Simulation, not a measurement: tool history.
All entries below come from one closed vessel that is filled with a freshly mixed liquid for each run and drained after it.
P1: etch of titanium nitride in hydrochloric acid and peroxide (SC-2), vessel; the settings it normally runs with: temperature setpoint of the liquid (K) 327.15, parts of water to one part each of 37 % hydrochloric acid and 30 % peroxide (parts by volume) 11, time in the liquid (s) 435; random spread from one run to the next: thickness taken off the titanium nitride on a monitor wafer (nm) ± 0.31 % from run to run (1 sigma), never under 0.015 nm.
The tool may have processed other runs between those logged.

run	hour	temperature setpoint of the liquid (K)	parts of water to one part each of 37 % hydrochloric acid and 30 % peroxide (parts by volume)	time in the liquid (s)	hours since the thermometer was replaced	hours since the chemicals flow meter was replaced	hours since the drum of peroxide was connected	thickness taken off the titanium nitride on a monitor wafer (nm)
1	7.1	327.15	11	435	303.6	832.7	481.6	14.48
2	14.5	318.15	15	435	311	840.1	489	6.0389
3	23.7	327.15	19	435	320.2	849.3	498.2	8.9362
4	35.4	327.15	4	435	331.9	861	509.9	31.232
5	47.4	327.15	11	435	343.9	873	521.9	14.472
6	56.1	327.15	11	800	352.6	881.7	530.6	26.513
7	63.6	327.15	11	30	360.1	889.2	538.1	0.99228
8	76.2	327.15	11	435	372.7	901.8	550.7	14.479
9	88.9	327.15	11	435	385.4	914.5	563.4	14.486
10	101.7	327.15	11	435	398.2	927.3	576.2	14.381
11	110.3	339.65	11	435	406.8	935.9	584.8	31.54
12	118.4	313.65	11	435	414.9	944	592.9	5.73
13	125.6	327.15	11	435	422.1	951.2	600.1	14.472
14	135.9	327.15	11	435	432.4	961.5	610.4	15.205
15	142.9	327.15	11	435	439.4	968.5	617.4	15.429
16	149.7	327.15	11	435	446.2	975.3	624.2	15.683
17	161.6	327.15	11	435	458.1	987.2	636.1	15.686
18	168.7	327.15	11	435	465.2	994.3	643.2	15.847
19	177.6	327.15	11	435	474.1	1003.2	652.1	15.807

Compared with where it was, what P1 gives has crept away. Each cause listed below fits the log as well as the rest, at the size given for it:
A: liquid hotter than its thermometer reads (K) = 1.41
B: chemicals flow above the setpoint (%) = 11.5
The creep began at about hour 125.6.
The rest of the possible causes, and what rules out each one:
peroxide weaker than its label (%): at its largest 8, which would move thickness taken off the titanium nitride on a monitor wafer (nm) by -7.4 %, too little to match the creep or of the wrong sign

Each of the 4 check runs below uses one wafer; its results are left as question marks. Which run tells the causes apart?
check 1	186.5	327.15	7.5	70				?
check 2	186.5	314.65	4.5	435				?
check 3	186.5	327.15	17.5	170				?
check 4	186.5	327.15	16	435				?

If the cause were each of the candidates in turn, the checks would give the following:
check	result	if A	if B
check 1	thickness taken off the titanium nitride on a monitor wafer (nm)	3.4825	3.4604
check 2	thickness taken off the titanium nitride on a monitor wafer (nm)	13.68	13.347
check 3	thickness taken off the titanium nitride on a monitor wafer (nm)	4.1203	4.1443
check 4	thickness taken off the titanium nitride on a monitor wafer (nm)	11.422	11.477
Smallest distance between any two causes, each pair judged by its most separating result, in per cent: check 1 0.63 %; check 2 2.47 %; check 3 0.58 %; check 4 0.48 %
Check 2 is the one run that separates the causes; every other check would come out nearly the same whichever cause is at work.

Then check 2 was run and gave: thickness taken off the titanium nitride on a monitor wafer (nm) 13.644. Which cause is it?

Of the candidate causes, it is A: liquid hotter than its thermometer reads (K).

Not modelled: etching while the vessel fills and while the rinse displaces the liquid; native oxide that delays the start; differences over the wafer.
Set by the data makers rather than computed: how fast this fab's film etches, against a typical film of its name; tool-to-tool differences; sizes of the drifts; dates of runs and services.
